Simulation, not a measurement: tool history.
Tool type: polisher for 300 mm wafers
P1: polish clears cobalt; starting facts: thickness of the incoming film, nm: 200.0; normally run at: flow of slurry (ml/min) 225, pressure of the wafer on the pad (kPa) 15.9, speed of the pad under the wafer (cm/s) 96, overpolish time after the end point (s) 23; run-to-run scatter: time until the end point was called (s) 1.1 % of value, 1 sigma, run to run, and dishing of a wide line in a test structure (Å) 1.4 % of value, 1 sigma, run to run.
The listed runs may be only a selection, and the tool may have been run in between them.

| run | hour | flow of slurry (ml/min) | pressure of the wafer on the pad (kPa) | speed of the pad under the wafer (cm/s) | overpolish time after the end point (s) | wafers polished on this pad | hours since the slurry nozzle was cleaned | hours since the head pressure was calibrated | time until the end point was called (s) | dishing of a wide line in a test structure (Å) |
|---|---|---|---|---|---|---|---|---|---|---|
| 1 | 7.2 | 225 | 15.9 | 96 | 23 | 654 | 32 | 870.1 | 30.813 | 427.9 |
| 2 | 18.6 | 225 | 15.9 | 96 | 7 | 747 | 43.4 | 881.5 | 30.618 | 290.95 |
| 3 | 31.5 | 225 | 15.9 | 144 | 23 | 852 | 56.3 | 894.4 | 20.405 | 432.28 |
| 4 | 45.1 | 225 | 15.9 | 96 | 23 | 962 | 69.9 | 908 | 30.879 | 427.13 |
| 5 | 56.4 | 225 | 15.9 | 150 | 33 | 1054 | 81.2 | 919.3 | 19.579 | 437.71 |
| 6 | 70.4 | 225 | 15.9 | 96 | 42 | 1168 | 95.2 | 933.3 | 30.151 | 433.69 |
| 7 | 79.6 | 225 | 15.9 | 96 | 23 | 1243 | 104.4 | 942.5 | 31.145 | 433.88 |
| 8 | 91.1 | 225 | 22.1 | 96 | 9 | 1336 | 115.9 | 954 | 21.486 | 366.7 |
| 9 | 104 | 225 | 15.9 | 44 | 23 | 1441 | 128.8 | 966.9 | 66.596 | 352.05 |
| 10 | 110.9 | 355 | 15.9 | 96 | 23 | 1497 | 135.7 | 973.8 | 29.315 | 433.49 |
| 11 | 121.7 | 225 | 6.9 | 96 | 23 | 1585 | 146.5 | 984.6 | 72.234 | 349.87 |
| 12 | 133.2 | 225 | 21.4 | 96 | 23 | 1678 | 158 | 996.1 | 22.935 | 422.54 |
| 13 | 140.6 | 225 | 15.9 | 96 | 23 | 1738 | 165.4 | 1003.5 | 31.01 | 421.78 |
| 14 | 152.5 | 135 | 15.9 | 96 | 23 | 1835 | 177.3 | 1015.4 | 32.989 | 415.82 |
| 15 | 164 | 225 | 15.9 | 96 | 23 | 1928 | 188.8 | 1026.9 | 30.472 | 428.23 |
| 16 | 171.3 | 225 | 15.9 | 96 | 23 | 1988 | 196.1 | 1034.2 | 31.09 | 430.48 |
| 17 | 177.4 | 225 | 15.9 | 96 | 23 | 2037 | 202.2 | 1040.3 | 31.146 | 428.14 |
| 18 | 184.2 | 225 | 15.9 | 96 | 23 | 2093 | 209 | 1047.1 | 31.666 | 425.59 |
| 19 | 197.2 | 225 | 15.9 | 96 | 23 | 2198 | 222 | 1060.1 | 31.895 | 427.51 |

The next listed run, before its measurement:
| 20 | 206.9 | 225 | 15.9 | 96 | 23 | 2277 | 231.7 | 1069.8 | ? | ? |

For run 20 the tool returned time until the end point was called (s) 32.695, dishing of a wide line in a test structure (Å) 422.02.
